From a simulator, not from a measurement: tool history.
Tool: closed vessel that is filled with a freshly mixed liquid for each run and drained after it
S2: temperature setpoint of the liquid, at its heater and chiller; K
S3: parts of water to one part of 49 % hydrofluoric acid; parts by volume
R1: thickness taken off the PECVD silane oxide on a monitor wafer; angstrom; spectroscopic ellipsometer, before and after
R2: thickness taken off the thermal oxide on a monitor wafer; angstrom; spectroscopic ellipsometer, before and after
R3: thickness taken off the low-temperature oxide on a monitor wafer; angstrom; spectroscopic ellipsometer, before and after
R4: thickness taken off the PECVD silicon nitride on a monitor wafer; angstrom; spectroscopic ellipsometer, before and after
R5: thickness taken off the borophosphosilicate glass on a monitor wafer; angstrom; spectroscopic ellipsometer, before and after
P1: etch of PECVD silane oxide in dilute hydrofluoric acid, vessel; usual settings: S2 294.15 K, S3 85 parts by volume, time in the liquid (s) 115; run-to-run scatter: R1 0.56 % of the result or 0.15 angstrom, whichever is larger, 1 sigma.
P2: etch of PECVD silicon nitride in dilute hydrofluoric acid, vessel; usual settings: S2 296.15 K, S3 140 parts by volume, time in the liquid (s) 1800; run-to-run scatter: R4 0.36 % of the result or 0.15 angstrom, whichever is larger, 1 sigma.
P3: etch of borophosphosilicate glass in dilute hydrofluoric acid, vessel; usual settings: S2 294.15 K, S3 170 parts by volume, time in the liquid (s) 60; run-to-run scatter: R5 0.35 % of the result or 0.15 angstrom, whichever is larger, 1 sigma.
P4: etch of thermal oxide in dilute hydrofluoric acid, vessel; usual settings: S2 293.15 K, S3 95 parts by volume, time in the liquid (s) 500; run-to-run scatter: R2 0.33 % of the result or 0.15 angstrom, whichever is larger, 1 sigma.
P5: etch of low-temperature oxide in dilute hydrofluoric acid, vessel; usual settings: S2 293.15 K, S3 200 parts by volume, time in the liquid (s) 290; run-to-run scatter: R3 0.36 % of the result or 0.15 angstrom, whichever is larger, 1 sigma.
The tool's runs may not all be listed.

Run 1, hour 9.8: process that ran P1, S2 294.15 K, S3 85 parts by volume, time in the liquid (s) 115. Result: R1 447.57 angstrom.
Run 2, hour 23.8: process that ran P1, S2 294.15 K, S3 85 parts by volume, time in the liquid (s) 225. Result: R1 876.93 angstrom.
Run 3, hour 33.3: process that ran P4, S2 293.15 K, S3 95 parts by volume, time in the liquid (s) 500. Result: R2 215.01 angstrom.
Run 4, hour 43.3: process that ran P5, S2 290.15 K, S3 200 parts by volume, time in the liquid (s) 290. Result: R3 177.77 angstrom.
Run 5, hour 56: process that ran P1, S2 294.15 K, S3 85 parts by volume, time in the liquid (s) 115. Result: R1 447.15 angstrom.
Run 6, hour 66.3: process that ran P1, S2 290.15 K, S3 85 parts by volume, time in the liquid (s) 115. Result: R1 377.47 angstrom.
At hour 71.6: thermometer replaced.
Run 7, hour 77.8: process that ran P1, S2 294.15 K, S3 85 parts by volume, time in the liquid (s) 115. Result: R1 450.51 angstrom.
Run 8, hour 85.9: process that ran P4, S2 293.15 K, S3 165 parts by volume, time in the liquid (s) 500. Result: R2 115.17 angstrom.
Run 9, hour 98.6: process that ran P2, S2 296.15 K, S3 140 parts by volume, time in the liquid (s) 1800. Result: R4 341.66 angstrom.
Run 10, hour 106.8: process that ran P1, S2 294.15 K, S3 85 parts by volume, time in the liquid (s) 115. Result: R1 450.07 angstrom.
Run 11, hour 120.3: process that ran P2, S2 303.65 K, S3 140 parts by volume, time in the liquid (s) 1800. Result: R4 551.55 angstrom.
Run 12, hour 128.3: process that ran P5, S2 293.15 K, S3 285 parts by volume, time in the liquid (s) 290. Result: R3 129.14 angstrom.
Run 13, hour 138.9: process that ran P2, S2 296.15 K, S3 140 parts by volume, time in the liquid (s) 1800. Result: R4 341.52 angstrom.
Run 14, hour 148.9: process that ran P5, S2 293.15 K, S3 200 parts by volume, time in the liquid (s) 555. Result: R3 384.71 angstrom.
Run 15, hour 162.8: process that ran P2, S2 296.15 K, S3 140 parts by volume, time in the liquid (s) 910. Result: R4 172.26 angstrom.
Run 16, hour 176.5: process that ran P3, S2 290.15 K, S3 170 parts by volume, time in the liquid (s) 60. Result: R5 186.59 angstrom.
Run 17, hour 189: process that ran P1, S2 294.15 K, S3 85 parts by volume, time in the liquid (s) 55. Result: R1 212.44 angstrom.
Run 18, hour 196.4: process that ran P3, S2 294.15 K, S3 170 parts by volume, time in the liquid (s) 95. Result: R5 346.73 angstrom.
Run 19, hour 208.6: process that ran P2, S2 296.15 K, S3 210 parts by volume, time in the liquid (s) 1800. Result: R4 228.34 angstrom.
Run 20, hour 220.2: process that ran P4, S2 293.15 K, S3 95 parts by volume, time in the liquid (s) 30. Result: R2 12.835 angstrom.
Run 21, hour 229.6: process that ran P3, S2 294.15 K, S3 65 parts by volume, time in the liquid (s) 60. Result: R5 640.61 angstrom.
Run 22, hour 237.2: process that ran P1, S2 294.15 K, S3 140 parts by volume, time in the liquid (s) 115. Result: R1 258.45 angstrom.
Run 23, hour 248.1: process that ran P1, S2 294.15 K, S3 120 parts by volume, time in the liquid (s) 185. Result: R1 490.44 angstrom.
Run 24, hour 261.4: process that ran P1, S2 298.15 K, S3 60 parts by volume, time in the liquid (s) 115. Result: R1 775.43 angstrom.
Run 25, hour 272.9: process that ran P1, S2 294.15 K, S3 85 parts by volume, time in the liquid (s) 115. Result: R1 449.72 angstrom.
Run 26, hour 285.5: process that ran P1, S2 300.15 K, S3 85 parts by volume, time in the liquid (s) 115. Result: R1 575.41 angstrom.
Run 27, hour 296: process that ran P1, S2 294.15 K, S3 85 parts by volume, time in the liquid (s) 115. Result: R1 446.46 angstrom.
Run 28, hour 302.4: process that ran P3, S2 294.15 K, S3 170 parts by volume, time in the liquid (s) 60. Result: R5 218.43 angstrom.
Run 29, hour 311.6: process that ran P4, S2 290.15 K, S3 95 parts by volume, time in the liquid (s) 500. Result: R2 189.57 angstrom.
Run 30, hour 325.8: process that ran P5, S2 293.15 K, S3 200 parts by volume, time in the liquid (s) 290. Result: R3 199.78 angstrom.
Run 31, hour 334.9: process that ran P1, S2 294.15 K, S3 35 parts by volume, time in the liquid (s) 115. Result: R1 1158.6 angstrom.
Run 32, hour 345.3: process that ran P1, S2 294.15 K, S3 85 parts by volume, time in the liquid (s) 115. Result: R1 450.89 angstrom.
Run 33, hour 358.1: process that ran P5, S2 293.15 K, S3 200 parts by volume, time in the liquid (s) 290. Result: R3 200.84 angstrom.
Run 34, hour 364.8: process that ran P1, S2 294.15 K, S3 85 parts by volume, time in the liquid (s) 115. Result: R1 449.28 angstrom.
Run 35, hour 371: process that ran P1, S2 294.15 K, S3 85 parts by volume, time in the liquid (s) 115. Result: R1 461.51 angstrom.
Run 36, hour 380.8: process that ran P1, S2 294.15 K, S3 85 parts by volume, time in the liquid (s) 115. Result: R1 476.32 angstrom.
Run 37, hour 392.8: process that ran P1, S2 294.15 K, S3 85 parts by volume, time in the liquid (s) 115. Result: R1 481.34 angstrom.
Run 38, hour 404.8: process that ran P1, S2 294.15 K, S3 85 parts by volume, time in the liquid (s) 115. Result: R1 480.34 angstrom.
Run 39, hour 414.9: process that ran P1, S2 294.15 K, S3 85 parts by volume, time in the liquid (s) 115. Result: R1 481.19 angstrom.
Run 40, hour 422.1: process that ran P1, S2 294.15 K, S3 85 parts by volume, time in the liquid (s) 115. Result: R1 485.35 angstrom.
Run 41, hour 430.7: process that ran P1, S2 294.15 K, S3 85 parts by volume, time in the liquid (s) 115. Result: R1 492.83 angstrom.
Run 42, hour 438.8: process that ran P1, S2 294.15 K, S3 85 parts by volume, time in the liquid (s) 115. Result: R1 489.83 angstrom.

What P1 gives has crept away from where it was. These 2 causes fit the log equally well, each at the size given:
A: hydrofluoric acid flow above the setpoint (%) = 8.09
B: liquid hotter than its thermometer reads (K) = 2.1
The creep began at about hour 364.8.

4 check runs are offered, one wafer each, their results left as question marks. Which one tells the causes apart?
Run check 1, hour 446.9: process that ran P2, S2 302.65 K, S3 185 parts by volume, time in the liquid (s) 1800. Result: R4 ?.
Run check 2, hour 446.9: process that ran P4, S2 290.15 K, S3 95 parts by volume, time in the liquid (s) 240. Result: R2 ?.
Run check 3, hour 446.9: process that ran P3, S2 290.15 K, S3 170 parts by volume, time in the liquid (s) 80. Result: R5 ?.
Run check 4, hour 446.9: process that ran P5, S2 290.15 K, S3 200 parts by volume, time in the liquid (s) 290. Result: R3 ?.

What each check would give under each cause:
  check  result    if A    if B
check 1      R4  421.22   441.4
check 2      R2   99.19  99.464
check 3      R5  271.67  270.13
check 4      R3  194.98  193.27
How far apart the two closest causes lie, in the result that separates them most: check 1 4.68 %; check 2 0.28 %; check 3 0.57 %; check 4 0.88 %
Only check 1 tells the causes apart: in the others they would give nearly the same result.

Then check 1 was run and gave: R4 422.83 angstrom. Which cause is it?

It is A: hydrofluoric acid flow above the setpoint (%).
